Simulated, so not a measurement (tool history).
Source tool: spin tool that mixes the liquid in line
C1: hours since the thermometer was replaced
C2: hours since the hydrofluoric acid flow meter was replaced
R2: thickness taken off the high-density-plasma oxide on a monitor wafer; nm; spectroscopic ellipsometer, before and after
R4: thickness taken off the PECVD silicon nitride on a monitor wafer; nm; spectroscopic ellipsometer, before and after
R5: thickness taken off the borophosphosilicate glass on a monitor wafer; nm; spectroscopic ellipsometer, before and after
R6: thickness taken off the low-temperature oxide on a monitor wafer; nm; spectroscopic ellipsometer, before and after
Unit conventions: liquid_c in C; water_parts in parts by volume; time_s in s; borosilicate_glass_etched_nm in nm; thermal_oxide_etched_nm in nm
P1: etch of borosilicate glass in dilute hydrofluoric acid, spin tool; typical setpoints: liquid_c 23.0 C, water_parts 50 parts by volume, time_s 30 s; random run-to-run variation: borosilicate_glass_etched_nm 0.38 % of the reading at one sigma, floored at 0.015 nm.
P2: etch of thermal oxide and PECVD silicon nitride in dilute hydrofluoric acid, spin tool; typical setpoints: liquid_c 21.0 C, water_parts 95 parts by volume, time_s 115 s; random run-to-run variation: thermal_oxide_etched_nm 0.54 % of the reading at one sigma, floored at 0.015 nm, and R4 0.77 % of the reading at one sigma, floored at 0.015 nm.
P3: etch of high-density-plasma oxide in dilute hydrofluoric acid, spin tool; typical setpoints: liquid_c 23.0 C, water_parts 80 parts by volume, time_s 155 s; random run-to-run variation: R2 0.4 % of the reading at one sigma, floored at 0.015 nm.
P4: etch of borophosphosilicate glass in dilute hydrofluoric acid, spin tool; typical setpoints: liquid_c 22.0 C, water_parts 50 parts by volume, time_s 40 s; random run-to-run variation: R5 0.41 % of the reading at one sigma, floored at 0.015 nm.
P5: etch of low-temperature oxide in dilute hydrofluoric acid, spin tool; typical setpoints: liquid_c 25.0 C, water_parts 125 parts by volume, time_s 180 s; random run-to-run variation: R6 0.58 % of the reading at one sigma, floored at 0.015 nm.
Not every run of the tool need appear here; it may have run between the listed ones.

{"run": 1, "hour": 9.3, "process": "P1", "liquid_c": 23.0, "water_parts": 50, "time_s": 30, "C1": 1221.2, "C2": 1129.5, "borosilicate_glass_etched_nm": 15.643}
{"run": 2, "hour": 19.4, "process": "P1", "liquid_c": 23.0, "water_parts": 50, "time_s": 30, "C1": 1231.3, "C2": 1139.6, "borosilicate_glass_etched_nm": 15.644}
{"run": 3, "hour": 31.7, "process": "P3", "liquid_c": 28.0, "water_parts": 80, "time_s": 155, "C1": 1243.6, "C2": 1151.9, "R2": 12.671}
{"run": 4, "hour": 49.7, "process": "P1", "liquid_c": 23.0, "water_parts": 50, "time_s": 30, "C1": 1261.6, "C2": 1169.9, "borosilicate_glass_etched_nm": 15.625}
{"run": 5, "hour": 61.3, "process": "P2", "liquid_c": 21.0, "water_parts": 130, "time_s": 115, "C1": 1273.2, "C2": 1181.5, "thermal_oxide_etched_nm": 3.6484, "R4": 2.114}
{"run": 6, "hour": 73.0, "process": "P1", "liquid_c": 23.0, "water_parts": 50, "time_s": 30, "C1": 1284.9, "C2": 1193.2, "borosilicate_glass_etched_nm": 15.589}
{"run": 7, "hour": 85.8, "process": "P1", "liquid_c": 23.0, "water_parts": 30, "time_s": 30, "C1": 1297.7, "C2": 1206.0, "borosilicate_glass_etched_nm": 26.7}
{"run": 8, "hour": 101.1, "process": "P4", "liquid_c": 22.0, "water_parts": 50, "time_s": 40, "C1": 1313.0, "C2": 1221.3, "R5": 41.211}
{"run": 9, "hour": 114.7, "process": "P2", "liquid_c": 21.0, "water_parts": 95, "time_s": 115, "C1": 1326.6, "C2": 1234.9, "thermal_oxide_etched_nm": 5.2392, "R4": 2.8953}
{"run": 10, "hour": 126.0, "process": "P5", "liquid_c": 25.0, "water_parts": 45, "time_s": 180, "C1": 1337.9, "C2": 1246.2, "R6": 46.926}
{"run": 11, "hour": 137.0, "process": "P3", "liquid_c": 23.0, "water_parts": 80, "time_s": 155, "C1": 1348.9, "C2": 1257.2, "R2": 10.476}
{"run": 12, "hour": 149.4, "process": "P3", "liquid_c": 23.0, "water_parts": 80, "time_s": 155, "C1": 1361.3, "C2": 1269.6, "R2": 10.524}
{"run": 13, "hour": 160.5, "process": "P1", "liquid_c": 23.0, "water_parts": 70, "time_s": 15, "C1": 1372.4, "C2": 1280.7, "borosilicate_glass_etched_nm": 5.4185}
{"run": 14, "hour": 169.6, "process": "P1", "liquid_c": 18.5, "water_parts": 50, "time_s": 30, "C1": 1381.5, "C2": 1289.8, "borosilicate_glass_etched_nm": 12.91}
{"run": 15, "hour": 179.5, "process": "P1", "liquid_c": 23.0, "water_parts": 50, "time_s": 30, "C1": 1391.4, "C2": 1299.7, "borosilicate_glass_etched_nm": 15.648}
{"run": 16, "hour": 188.0, "process": "P5", "liquid_c": 25.0, "water_parts": 125, "time_s": 355, "C1": 1399.9, "C2": 1308.2, "R6": 30.131}
{"run": 17, "hour": 200.4, "process": "P3", "liquid_c": 23.0, "water_parts": 20, "time_s": 155, "C1": 1412.3, "C2": 1320.6, "R2": 45.232}
{"run": 18, "hour": 209.8, "process": "P3", "liquid_c": 23.0, "water_parts": 80, "time_s": 270, "C1": 1421.7, "C2": 1330.0, "R2": 18.246}
{"run": 19, "hour": 227.1, "process": "P1", "liquid_c": 23.0, "water_parts": 85, "time_s": 45, "C1": 1439.0, "C2": 1347.3, "borosilicate_glass_etched_nm": 13.254}
{"run": 20, "hour": 241.8, "process": "P5", "liquid_c": 25.0, "water_parts": 125, "time_s": 180, "C1": 1453.7, "C2": 1362.0, "R6": 15.211}
{"run": 21, "hour": 254.4, "process": "P1", "liquid_c": 23.0, "water_parts": 50, "time_s": 15, "C1": 1466.3, "C2": 1374.6, "borosilicate_glass_etched_nm": 7.7996}
{"run": 22, "hour": 270.9, "process": "P1", "liquid_c": 23.0, "water_parts": 50, "time_s": 55, "C1": 1482.8, "C2": 1391.1, "borosilicate_glass_etched_nm": 28.439}
{"run": 23, "hour": 281.9, "process": "P4", "liquid_c": 22.0, "water_parts": 50, "time_s": 15, "C1": 1493.8, "C2": 1402.1, "R5": 15.453}
{"run": 24, "hour": 293.2, "process": "P1", "liquid_c": 23.0, "water_parts": 80, "time_s": 30, "C1": 1505.1, "C2": 1413.4, "borosilicate_glass_etched_nm": 9.3832}
{"run": 25, "hour": 308.3, "process": "P4", "liquid_c": 22.0, "water_parts": 50, "time_s": 40, "C1": 1520.2, "C2": 1428.5, "R5": 41.507}
{"run": 26, "hour": 322.0, "process": "P2", "liquid_c": 26.5, "water_parts": 95, "time_s": 115, "C1": 1533.9, "C2": 1442.2, "thermal_oxide_etched_nm": 6.517, "R4": 4.1548}
{"run": 27, "hour": 334.7, "process": "P4", "liquid_c": 17.0, "water_parts": 50, "time_s": 40, "C1": 1546.6, "C2": 1454.9, "R5": 33.125}
{"run": 28, "hour": 345.9, "process": "P4", "liquid_c": 22.0, "water_parts": 20, "time_s": 40, "C1": 1557.8, "C2": 1466.1, "R5": 107.26}
{"run": 29, "hour": 356.8, "process": "P1", "liquid_c": 28.5, "water_parts": 50, "time_s": 45, "C1": 1568.7, "C2": 1477.0, "borosilicate_glass_etched_nm": 29.298}
{"run": 30, "hour": 375.1, "process": "P2", "liquid_c": 21.0, "water_parts": 95, "time_s": 40, "C1": 1587.0, "C2": 1495.3, "thermal_oxide_etched_nm": 1.7889, "R4": 0.99459}
{"run": 31, "hour": 388.9, "process": "P2", "liquid_c": 21.0, "water_parts": 95, "time_s": 115, "C1": 1600.8, "C2": 1509.1, "thermal_oxide_etched_nm": 5.1723, "R4": 2.8033}
{"run": 32, "hour": 405.3, "process": "P1", "liquid_c": 27.5, "water_parts": 50, "time_s": 30, "C1": 1617.2, "C2": 1525.5, "borosilicate_glass_etched_nm": 18.7}
{"run": 33, "hour": 420.8, "process": "P5", "liquid_c": 17.0, "water_parts": 125, "time_s": 180, "C1": 1632.7, "C2": 1541.0, "R6": 11.044}
{"run": 34, "hour": 435.7, "process": "P1", "liquid_c": 23.0, "water_parts": 50, "time_s": 30, "C1": 1647.6, "C2": 1555.9, "borosilicate_glass_etched_nm": 15.749}
{"run": 35, "hour": 444.8, "process": "P1", "liquid_c": 23.0, "water_parts": 50, "time_s": 30, "C1": 1656.7, "C2": 1565.0, "borosilicate_glass_etched_nm": 14.954}
{"run": 36, "hour": 460.2, "process": "P1", "liquid_c": 23.0, "water_parts": 50, "time_s": 30, "C1": 1672.1, "C2": 1580.4, "borosilicate_glass_etched_nm": 14.593}
{"run": 37, "hour": 478.6, "process": "P1", "liquid_c": 23.0, "water_parts": 50, "time_s": 30, "C1": 1690.5, "C2": 1598.8, "borosilicate_glass_etched_nm": 14.336}
{"run": 38, "hour": 486.7, "process": "P1", "liquid_c": 23.0, "water_parts": 50, "time_s": 30, "C1": 1698.6, "C2": 1606.9, "borosilicate_glass_etched_nm": 14.389}
{"run": 39, "hour": 498.2, "process": "P1", "liquid_c": 23.0, "water_parts": 50, "time_s": 30, "C1": 1710.1, "C2": 1618.4, "borosilicate_glass_etched_nm": 14.193}
{"run": 40, "hour": 511.7, "process": "P1", "liquid_c": 23.0, "water_parts": 50, "time_s": 30, "C1": 1723.6, "C2": 1631.9, "borosilicate_glass_etched_nm": 14.292}

Compared with where it was, what P1 gives has crept away. Each cause listed below fits the log as well as the rest, at the size given for it:
A: hydrofluoric acid flow below the setpoint (%) = 8.38
B: liquid colder than its thermometer reads (K) = 2.24
The drift started at roughly hour 435.7.

Consider the 4 check runs below, whose results appear as question marks and each of which averages 2 wafers. Which one distinguishes the causes, in that each cause would give it a clearly different result?
{"run": "check 1", "hour": 525.2, "process": "P2", "liquid_c": 21.0, "water_parts": 130, "time_s": 115, "thermal_oxide_etched_nm": "?", "R4": "?"}
{"run": "check 2", "hour": 525.2, "process": "P5", "liquid_c": 25.0, "water_parts": 70, "time_s": 345, "R6": "?"}
{"run": "check 3", "hour": 525.2, "process": "P3", "liquid_c": 23.0, "water_parts": 50, "time_s": 155, "R2": "?"}
{"run": "check 4", "hour": 525.2, "process": "P4", "liquid_c": 17.0, "water_parts": 50, "time_s": 15, "R5": "?"}

Predicted outcomes, by check and by cause:
check=check_1 result=thermal_oxide_etched_nm if_A=3.3026 if_B=3.3360
check=check_1 result=R4 if_A=1.93610 if_B=1.81370
check=check_2 result=R6 if_A=50.889 if_B=51.146
check=check_3 result=R2 if_A=15.819 if_B=15.813
check=check_4 result=R5 if_A=11.384 if_B=11.319
Per-check spread between the two closest causes, in the result where they differ most: check 1 6.53 %; check 2 0.5 %; check 3 0.04 %; check 4 0.57 %
Of the check runs offered, only check 1 discriminates between the causes; the rest would read about the same regardless of which cause applies.

Then check 1 was run and gave: thermal_oxide_etched_nm 3.2996 nm; R4 1.95310 nm. Which cause is it?

The correct cause is A, namely: hydrofluoric acid flow below the setpoint (%).
